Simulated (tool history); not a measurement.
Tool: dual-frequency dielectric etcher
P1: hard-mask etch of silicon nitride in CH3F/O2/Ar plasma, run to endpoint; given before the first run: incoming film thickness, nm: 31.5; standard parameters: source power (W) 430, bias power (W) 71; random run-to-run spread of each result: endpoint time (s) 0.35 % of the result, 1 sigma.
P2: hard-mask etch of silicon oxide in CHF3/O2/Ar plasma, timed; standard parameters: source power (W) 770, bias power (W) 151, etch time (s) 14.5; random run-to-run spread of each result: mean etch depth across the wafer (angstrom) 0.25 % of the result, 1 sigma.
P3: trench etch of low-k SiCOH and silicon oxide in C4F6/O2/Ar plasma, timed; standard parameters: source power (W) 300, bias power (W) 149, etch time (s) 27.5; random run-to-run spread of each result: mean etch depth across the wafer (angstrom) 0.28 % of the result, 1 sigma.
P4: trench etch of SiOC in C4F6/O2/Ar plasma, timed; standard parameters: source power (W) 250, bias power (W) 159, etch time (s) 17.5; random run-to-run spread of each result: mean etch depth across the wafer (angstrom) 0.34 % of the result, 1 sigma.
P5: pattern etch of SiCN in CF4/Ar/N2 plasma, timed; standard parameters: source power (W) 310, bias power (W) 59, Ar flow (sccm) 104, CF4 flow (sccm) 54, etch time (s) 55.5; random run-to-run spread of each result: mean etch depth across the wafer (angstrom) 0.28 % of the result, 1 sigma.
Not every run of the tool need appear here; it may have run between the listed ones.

run,hour,process that ran,source power (W),bias power (W),etch time (s),Ar flow (sccm),CF4 flow (sccm),hours since the last wet clean,hours since the last source power generator calibration,hours since the last bias power generator calibration,endpoint time (s),mean etch depth across the wafer (angstrom)
1,6.6,P1,430,71,,,,358.3,1058.2,981.8,43.326,
2,13.5,P4,250,159,17.5,,,365.2,1065.1,988.7,,285.44
3,21.7,P4,250,122,17.5,,,373.4,1073.3,996.9,,263.83
4,26.0,P1,430,71,,,,377.7,1077.6,1001.2,43.252,
5,30.5,P1,300,46,,,,382.2,1082.1,1005.7,57.143,
6,36.5,P3,300,187,27.5,,,388.2,1088.1,1011.7,,795.09
7,44.0,P1,540,53,,,,395.7,1095.6,1019.2,43.672,
8,48.5,P4,180,159,17.5,,,400.2,1100.1,1023.7,,254.78
9,55.8,P3,420,149,27.5,,,407.5,1107.4,1031.0,,847.38
10,61.9,P1,430,71,,,,413.6,1113.5,1037.1,43.491,
11,67.7,P3,300,149,15.0,,,419.4,1119.3,1042.9,,404.14
# hour 72.5: bias power generator calibrated
12,74.8,P5,310,81,55.5,104,54,426.5,1126.4,2.4,,358.42
13,79.9,P1,430,71,,,,431.6,1131.5,7.5,43.350,
14,87.4,P1,300,71,,,,439.1,1139.0,15.0,49.856,
15,92.5,P2,770,151,14.5,,,444.2,1144.1,20.1,,297.69
16,96.6,P2,770,151,20.5,,,448.3,1148.2,24.2,,422.65
17,102.5,P1,430,96,,,,454.2,1154.1,30.1,39.027,
18,109.1,P5,310,59,55.5,104,65,460.8,1160.7,36.7,,328.72
19,114.5,P5,370,59,55.5,104,54,466.2,1166.1,42.1,,372.06
20,120.9,P1,430,44,,,,472.6,1172.5,48.5,50.251,
21,128.9,P3,300,149,27.5,,,480.6,1180.5,56.5,,746.49
22,137.1,P2,770,214,14.5,,,488.8,1188.7,64.7,,335.60
23,142.0,P4,250,159,17.5,,,493.7,1193.6,69.6,,287.32
24,149.6,P5,310,59,55.5,85,54,501.3,1201.2,77.2,,328.94
25,156.4,P1,560,71,,,,508.1,1208.0,84.0,39.421,
26,161.7,P2,1040,151,14.5,,,513.4,1213.3,89.3,,336.59
# hour 162.6: source power generator calibrated
27,168.9,P1,270,85,,,,520.6,6.4,96.5,48.392,
28,175.7,P1,430,71,,,,527.4,13.2,103.3,43.137,
29,184.3,P3,300,149,27.5,,,536.0,21.8,111.9,,746.56
30,192.3,P4,250,159,13.5,,,544.0,29.8,119.9,,220.73
31,200.0,P1,430,71,,,,551.7,37.5,127.6,43.457,
32,204.4,P2,770,151,14.5,,,556.1,41.9,132.0,,299.27
33,211.0,P5,310,59,31.0,104,54,562.7,48.5,138.6,,178.64
34,217.8,P5,310,59,55.5,104,54,569.5,55.3,145.4,,318.18
35,221.8,P1,430,71,,,,573.5,59.3,149.4,43.517,
36,230.0,P1,430,71,,,,581.7,67.5,157.6,43.456,
37,235.3,P1,430,71,,,,587.0,72.8,162.9,43.636,
38,241.0,P1,430,71,,,,592.7,78.5,168.6,43.869,
# hour 247.5: wet clean of the chamber
39,248.6,P1,430,71,,,,1.2,86.1,176.2,43.986,
40,257.2,P1,430,71,,,,9.8,94.7,184.8,44.200,
41,261.2,P1,430,71,,,,13.8,98.7,188.8,44.021,
42,269.3,P1,430,71,,,,21.9,106.8,196.9,44.357,
43,277.2,P1,430,71,,,,29.8,114.7,204.8,44.278,
44,282.7,P1,430,71,,,,35.3,120.2,210.3,43.938,

The log shows P1 creeping away from where it was. Any of the 2 causes listed here, at the size stated for it, fits the log just as well as the others:
A: bias power that arrives under what is set, % = 4.99
B: source power that arrives under what is set, % = 4.45
The onset of the drift is placed at about hour 221.8.
All other causes, with the reason each is excluded:
chamber walls in a state that lowers the etch rate, %: serviced at hour 247.5, after the change had begun; the process did not return to its earlier output

Below are 4 check runs, each on a single wafer, with their results shown as question marks. Which of them would tell the listed causes apart, meaning the causes would give clearly different results under it?
check 1,288.2,P3,410,149,22.5,,,,,,,?
check 2,288.2,P4,250,129,17.5,,,,,,,?
check 3,288.2,P5,310,69,31.0,104,54,,,,,?
check 4,288.2,P2,990,209,14.5,,,,,,,?

Expected result of each check under each candidate cause:
check,result,if A,if B
check 1,mean etch depth across the wafer (angstrom),677.68,675.94
check 2,mean etch depth across the wafer (angstrom),264.92,264.29
check 3,mean etch depth across the wafer (angstrom),185.57,181.75
check 4,mean etch depth across the wafer (angstrom),360.60,360.46
Distance between the nearest two causes, measured in the result of the check that separates them most: check 1 0.26 %; check 2 0.24 %; check 3 2.08 %; check 4 0.04 %
Check 3 is the one run that separates the causes; every other check would come out nearly the same whichever cause is at work.

Then check 3 was run and gave: mean etch depth across the wafer (angstrom) 181.84. Which cause is it?

The correct cause is B, namely: source power that arrives under what is set, %.
